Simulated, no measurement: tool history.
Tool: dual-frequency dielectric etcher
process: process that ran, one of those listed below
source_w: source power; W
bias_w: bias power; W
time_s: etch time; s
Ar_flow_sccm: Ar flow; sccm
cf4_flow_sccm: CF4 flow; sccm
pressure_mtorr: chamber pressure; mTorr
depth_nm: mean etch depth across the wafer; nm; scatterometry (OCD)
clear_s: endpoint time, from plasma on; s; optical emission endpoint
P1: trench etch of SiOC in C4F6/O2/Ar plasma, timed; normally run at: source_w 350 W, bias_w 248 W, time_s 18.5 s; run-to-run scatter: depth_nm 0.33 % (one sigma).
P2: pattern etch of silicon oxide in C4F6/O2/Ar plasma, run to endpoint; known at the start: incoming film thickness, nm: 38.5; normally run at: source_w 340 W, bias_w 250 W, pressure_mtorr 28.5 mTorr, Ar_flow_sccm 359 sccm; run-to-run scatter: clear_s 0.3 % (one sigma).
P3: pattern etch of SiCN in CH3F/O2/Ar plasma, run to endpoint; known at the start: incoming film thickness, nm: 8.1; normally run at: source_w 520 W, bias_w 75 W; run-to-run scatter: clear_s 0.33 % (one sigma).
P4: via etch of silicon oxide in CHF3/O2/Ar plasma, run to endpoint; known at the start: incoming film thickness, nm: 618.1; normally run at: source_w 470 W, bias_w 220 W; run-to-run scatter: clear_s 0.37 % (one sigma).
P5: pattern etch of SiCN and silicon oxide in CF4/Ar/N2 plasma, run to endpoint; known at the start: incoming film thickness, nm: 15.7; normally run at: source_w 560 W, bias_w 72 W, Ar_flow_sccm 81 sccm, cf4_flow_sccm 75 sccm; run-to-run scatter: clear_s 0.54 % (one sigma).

| run | hour | process | source_w | bias_w | time_s | Ar_flow_sccm | cf4_flow_sccm | pressure_mtorr | hours since the last wet clean | hours since the last source power generator calibration | hours since the last bias power generator calibration | depth_nm | clear_s |
|---|---|---|---|---|---|---|---|---|---|---|---|---|---|
| 1 | 11.2 | P1 | 350 | 248 | 18.5 |  |  |  | 298.7 | 1969.9 | 3180.1 | 38.597 |  |
| 2 | 20.3 | P1 | 350 | 248 | 18.5 |  |  |  | 307.8 | 1979.0 | 3189.2 | 38.903 |  |
| 3 | 34.0 | P1 | 250 | 248 | 18.5 |  |  |  | 321.5 | 1992.7 | 3202.9 | 34.008 |  |
| 4 | 42.3 | P4 | 370 | 220 |  |  |  |  | 329.8 | 2001.0 | 3211.2 |  | 352.290 |
| 5 | 49.4 | P3 | 520 | 47 |  |  |  |  | 336.9 | 2008.1 | 3218.3 |  | 22.919 |
| 6 | 64.7 | P1 | 350 | 248 | 18.5 |  |  |  | 352.2 | 2023.4 | 3233.6 | 38.704 |  |
| 7 | 73.0 | P5 | 710 | 72 |  | 81 | 75 |  | 360.5 | 2031.7 | 3241.9 |  | 11.426 |
| 8 | 88.0 | P5 | 560 | 72 |  | 51 | 75 |  | 375.5 | 2046.7 | 3256.9 |  | 13.334 |
| 9 | 96.2 | P2 | 340 | 250 |  | 359 |  | 36.0 | 383.7 | 2054.9 | 3265.1 |  | 12.195 |
| 10 | 109.5 | P1 | 350 | 248 | 18.5 |  |  |  | 397.0 | 2068.2 | 3278.4 | 38.696 |  |
| 11 | 116.3 | P2 | 340 | 175 |  | 359 |  | 28.5 | 403.8 | 2075.0 | 3285.2 |  | 13.321 |
| 12 | 130.9 | P1 | 290 | 205 | 18.5 |  |  |  | 418.4 | 2089.6 | 3299.8 | 34.034 |  |
| 13 | 141.8 | P1 | 350 | 191 | 23.5 |  |  |  | 429.3 | 2100.5 | 3310.7 | 45.136 |  |
| 14 | 150.4 | P3 | 520 | 75 |  |  |  |  | 437.9 | 2109.1 | 3319.3 |  | 19.630 |
| 15 | 158.0 | P2 | 440 | 250 |  | 359 |  | 28.5 | 445.5 | 2116.7 | 3326.9 |  | 10.742 |
| 16 | 166.6 | P5 | 560 | 98 |  | 81 | 75 |  | 454.1 | 2125.3 | 3335.5 |  | 12.671 |
| 17 | 177.5 | P1 | 350 | 248 | 27.0 |  |  |  | 465.0 | 2136.2 | 3346.4 | 56.526 |  |
| 18 | 190.9 | P2 | 340 | 250 |  | 286 |  | 28.5 | 478.4 | 2149.6 | 3359.8 |  | 11.512 |
| 19 | 204.4 | P1 | 350 | 318 | 18.5 |  |  |  | 491.9 | 2163.1 | 3373.3 | 42.482 |  |
| 20 | 217.3 | P5 | 560 | 72 |  | 81 | 105 |  | 504.8 | 2176.0 | 3386.2 |  | 13.397 |
| 21 | 226.3 | P1 | 350 | 169 | 18.5 |  |  |  | 513.8 | 2185.0 | 3395.2 | 34.268 |  |
| 22 | 239.0 | P1 | 450 | 248 | 18.5 |  |  |  | 526.5 | 2197.7 | 3407.9 | 42.805 |  |
| 23 | 250.5 | P5 | 560 | 72 |  | 81 | 75 |  | 538.0 | 2209.2 | 3419.4 |  | 14.083 |
| 24 | 259.6 | P1 | 350 | 248 | 18.5 |  |  |  | 547.1 | 2218.3 | 3428.5 | 38.922 |  |
| 25 | 267.3 | P1 | 350 | 310 | 12.0 |  |  |  | 554.8 | 2226.0 | 3436.2 | 27.130 |  |
| 26 | 280.4 | P3 | 300 | 75 |  |  |  |  | 567.9 | 2239.1 | 3449.3 |  | 24.204 |
| 27 | 287.6 | P1 | 350 | 248 | 12.0 |  |  |  | 575.1 | 2246.3 | 3456.5 | 25.230 |  |
| 28 | 298.0 | P4 | 470 | 220 |  |  |  |  | 585.5 | 2256.7 | 3466.9 |  | 323.740 |
| 29 | 308.7 | P4 | 470 | 283 |  |  |  |  | 596.2 | 2267.4 | 3477.6 |  | 296.650 |

Forecast run 30:
| 30 | 319.4 | P2 | 340 | 250 |  | 359 |  | 28.5 | 606.9 | 2278.1 | 3488.3 |  | ? |

Run 30 gave clear_s 11.820 s.

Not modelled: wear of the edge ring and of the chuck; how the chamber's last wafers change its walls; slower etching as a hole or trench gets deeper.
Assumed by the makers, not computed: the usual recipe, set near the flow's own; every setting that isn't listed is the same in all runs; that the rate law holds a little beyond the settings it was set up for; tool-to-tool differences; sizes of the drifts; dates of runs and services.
